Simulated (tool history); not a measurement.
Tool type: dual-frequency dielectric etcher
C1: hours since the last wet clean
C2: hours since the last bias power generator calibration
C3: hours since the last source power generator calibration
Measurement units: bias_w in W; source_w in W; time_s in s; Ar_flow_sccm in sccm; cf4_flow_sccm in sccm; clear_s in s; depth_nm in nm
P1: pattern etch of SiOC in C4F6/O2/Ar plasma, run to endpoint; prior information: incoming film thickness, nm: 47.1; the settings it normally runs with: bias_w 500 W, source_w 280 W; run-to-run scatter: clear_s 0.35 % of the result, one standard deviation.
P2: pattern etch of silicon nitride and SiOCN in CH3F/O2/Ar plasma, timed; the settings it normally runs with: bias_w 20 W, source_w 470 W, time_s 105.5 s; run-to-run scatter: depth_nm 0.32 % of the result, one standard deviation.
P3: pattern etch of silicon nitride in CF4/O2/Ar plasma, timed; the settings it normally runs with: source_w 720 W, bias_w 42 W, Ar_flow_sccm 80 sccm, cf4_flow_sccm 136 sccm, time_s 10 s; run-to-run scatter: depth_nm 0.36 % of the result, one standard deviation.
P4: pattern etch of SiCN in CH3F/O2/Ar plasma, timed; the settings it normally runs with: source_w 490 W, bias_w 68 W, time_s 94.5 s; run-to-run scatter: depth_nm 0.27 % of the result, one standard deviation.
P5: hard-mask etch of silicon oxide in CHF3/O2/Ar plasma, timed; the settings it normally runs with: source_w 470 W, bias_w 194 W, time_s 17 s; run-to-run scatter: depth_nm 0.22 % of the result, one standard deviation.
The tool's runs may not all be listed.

run 1 hour=14.4 | process=P1 bias_w=500 source_w=280 | C1=83 C2=567.2 C3=3125.5 | clear_s=17.782
run 2 hour=26.2 | process=P4 bias_w=68 source_w=490 time_s=94.5 | C1=94.8 C2=579 C3=3137.3 | depth_nm=37.717
run 3 hour=39 | process=P4 bias_w=89 source_w=490 time_s=94.5 | C1=107.6 C2=591.8 C3=3150.1 | depth_nm=41.647
run 4 hour=45.3 | process=P3 bias_w=42 source_w=420 time_s=10 Ar_flow_sccm=80 cf4_flow_sccm=136 | C1=113.9 C2=598.1 C3=3156.4 | depth_nm=16.219
run 5 hour=56.7 | process=P1 bias_w=631 source_w=280 | C1=125.3 C2=609.5 C3=3167.8 | clear_s=16.357
run 6 hour=65.4 | process=P5 bias_w=131 source_w=470 time_s=17 | C1=134 C2=618.2 C3=3176.5 | depth_nm=28.677
run 7 hour=75.2 | process=P4 bias_w=68 source_w=490 time_s=94.5 | C1=143.8 C2=628 C3=3186.3 | depth_nm=37.801
run 8 hour=83.9 | process=P2 bias_w=20 source_w=470 time_s=105.5 | C1=152.5 C2=636.7 C3=3195 | depth_nm=13.732
run 9 hour=95.4 | process=P5 bias_w=194 source_w=470 time_s=21.5 | C1=164 C2=648.2 C3=3206.5 | depth_nm=41.095
run 10 hour=106 | process=P3 bias_w=55 source_w=720 time_s=10 Ar_flow_sccm=80 cf4_flow_sccm=136 | C1=174.6 C2=658.8 C3=3217.1 | depth_nm=28.659
run 11 hour=118.7 | process=P1 bias_w=313 source_w=280 | C1=187.3 C2=671.5 C3=3229.8 | clear_s=21.35
run 12 hour=129.3 | process=P1 bias_w=500 source_w=280 | C1=197.9 C2=682.1 C3=3240.4 | clear_s=17.909
run 13 hour=142.7 | process=P1 bias_w=500 source_w=280 | C1=211.3 C2=695.5 C3=3253.8 | clear_s=17.96
-- hour=149.1 source power generator calibrated
run 14 hour=151.9 | process=P4 bias_w=68 source_w=300 time_s=94.5 | C1=220.5 C2=704.7 C3=2.8 | depth_nm=31.345
run 15 hour=162.3 | process=P1 bias_w=500 source_w=380 | C1=230.9 C2=715.1 C3=13.2 | clear_s=16.009
run 16 hour=175.6 | process=P2 bias_w=28 source_w=470 time_s=105.5 | C1=244.2 C2=728.4 C3=26.5 | depth_nm=16.034
run 17 hour=188.4 | process=P1 bias_w=500 source_w=200 | C1=257 C2=741.2 C3=39.3 | clear_s=20.22
run 18 hour=201.9 | process=P1 bias_w=500 source_w=280 | C1=270.5 C2=754.7 C3=52.8 | clear_s=17.91
run 19 hour=214.3 | process=P5 bias_w=194 source_w=290 time_s=17 | C1=282.9 C2=767.1 C3=65.2 | depth_nm=26.97
run 20 hour=227.8 | process=P3 bias_w=42 source_w=720 time_s=10 Ar_flow_sccm=112 cf4_flow_sccm=136 | C1=296.4 C2=780.6 C3=78.7 | depth_nm=25.104
run 21 hour=239.1 | process=P3 bias_w=42 source_w=720 time_s=10 Ar_flow_sccm=80 cf4_flow_sccm=136 | C1=307.7 C2=791.9 C3=90 | depth_nm=26.178
run 22 hour=247.3 | process=P3 bias_w=42 source_w=720 time_s=10 Ar_flow_sccm=80 cf4_flow_sccm=136 | C1=315.9 C2=800.1 C3=98.2 | depth_nm=26.051
run 23 hour=258.5 | process=P1 bias_w=595 source_w=380 | C1=327.1 C2=811.3 C3=109.4 | clear_s=14.876
run 24 hour=268.6 | process=P1 bias_w=500 source_w=280 | C1=337.2 C2=821.4 C3=119.5 | clear_s=17.952
run 25 hour=278.7 | process=P2 bias_w=20 source_w=650 time_s=105.5 | C1=347.3 C2=831.5 C3=129.6 | depth_nm=15.413
run 26 hour=286.1 | process=P4 bias_w=68 source_w=490 time_s=53 | C1=354.7 C2=838.9 C3=137 | depth_nm=21.169
run 27 hour=300.5 | process=P3 bias_w=42 source_w=720 time_s=5.5 Ar_flow_sccm=80 cf4_flow_sccm=136 | C1=369.1 C2=853.3 C3=151.4 | depth_nm=14.39
run 28 hour=311.9 | process=P2 bias_w=20 source_w=470 time_s=144.5 | C1=380.5 C2=864.7 C3=162.8 | depth_nm=18.793
run 29 hour=320.9 | process=P3 bias_w=42 source_w=720 time_s=10 Ar_flow_sccm=80 cf4_flow_sccm=88 | C1=389.5 C2=873.7 C3=171.8 | depth_nm=24.789
run 30 hour=331.8 | process=P5 bias_w=194 source_w=470 time_s=17 | C1=400.4 C2=884.6 C3=182.7 | depth_nm=32.542
run 31 hour=341.5 | process=P1 bias_w=500 source_w=280 | C1=410.1 C2=894.3 C3=192.4 | clear_s=17.83
run 32 hour=348.7 | process=P1 bias_w=500 source_w=280 | C1=417.3 C2=901.5 C3=199.6 | clear_s=17.992
run 33 hour=360.9 | process=P1 bias_w=500 source_w=280 | C1=429.5 C2=913.7 C3=211.8 | clear_s=18.005
run 34 hour=371.9 | process=P1 bias_w=500 source_w=280 | C1=440.5 C2=924.7 C3=222.8 | clear_s=18.101
run 35 hour=385.4 | process=P1 bias_w=500 source_w=280 | C1=454 C2=938.2 C3=236.3 | clear_s=18.165
run 36 hour=399.9 | process=P1 bias_w=500 source_w=280 | C1=468.5 C2=952.7 C3=250.8 | clear_s=18.181
run 37 hour=407.1 | process=P1 bias_w=500 source_w=280 | C1=475.7 C2=959.9 C3=258 | clear_s=18.188
-- hour=408.5 wet clean of the chamber
run 38 hour=418 | process=P1 bias_w=500 source_w=280 | C1=9.5 C2=970.8 C3=268.9 | clear_s=18.133
run 39 hour=429 | process=P1 bias_w=500 source_w=280 | C1=20.5 C2=981.8 C3=279.9 | clear_s=18.181
run 40 hour=440.7 | process=P1 bias_w=500 source_w=280 | C1=32.2 C2=993.5 C3=291.6 | clear_s=18.182

The output of P1 has drifted from where it used to be. Each of the 2 causes below, taken at the size shown beside it, accounts for the log equally well:
A: bias power that arrives under what is set, % = 4.48
B: source power that arrives under what is set, % = 4.62
The creep began at about hour 341.5.
Why every other cause is out:
chamber walls in a state that lowers the etch rate, %: serviced at hour 408.5, after the drift had started, without restoring the earlier output

4 check runs are offered, one wafer each, their results left as question marks. Which one tells the causes apart?
run check 1 hour=452.4 | process=P2 bias_w=20 source_w=620 time_s=137.5 | depth_nm=?
run check 2 hour=452.4 | process=P4 bias_w=68 source_w=420 time_s=63 | depth_nm=?
run check 3 hour=452.4 | process=P5 bias_w=137 source_w=310 time_s=17 | depth_nm=?
run check 4 hour=452.4 | process=P3 bias_w=42 source_w=450 time_s=10 Ar_flow_sccm=80 cf4_flow_sccm=136 | depth_nm=?

What each check would give under each cause:
check=check_1 result=depth_nm if_A=19.423 if_B=19.469
check=check_2 result=depth_nm if_A=23.346 if_B=23.3
check=check_3 result=depth_nm if_A=24.268 if_B=24.197
check=check_4 result=depth_nm if_A=16.973 if_B=16.535
Separation of the two closest causes in each check, using whichever result separates them best: check 1 0.24 %; check 2 0.2 %; check 3 0.29 %; check 4 2.61 %
The other checks would show nearly matching results whichever cause is true, so check 4 is the only one that separates the causes.

Here is what check 4 returned: depth_nm 16.919 nm. Which cause is it?

A is the cause: bias power that arrives under what is set, %.
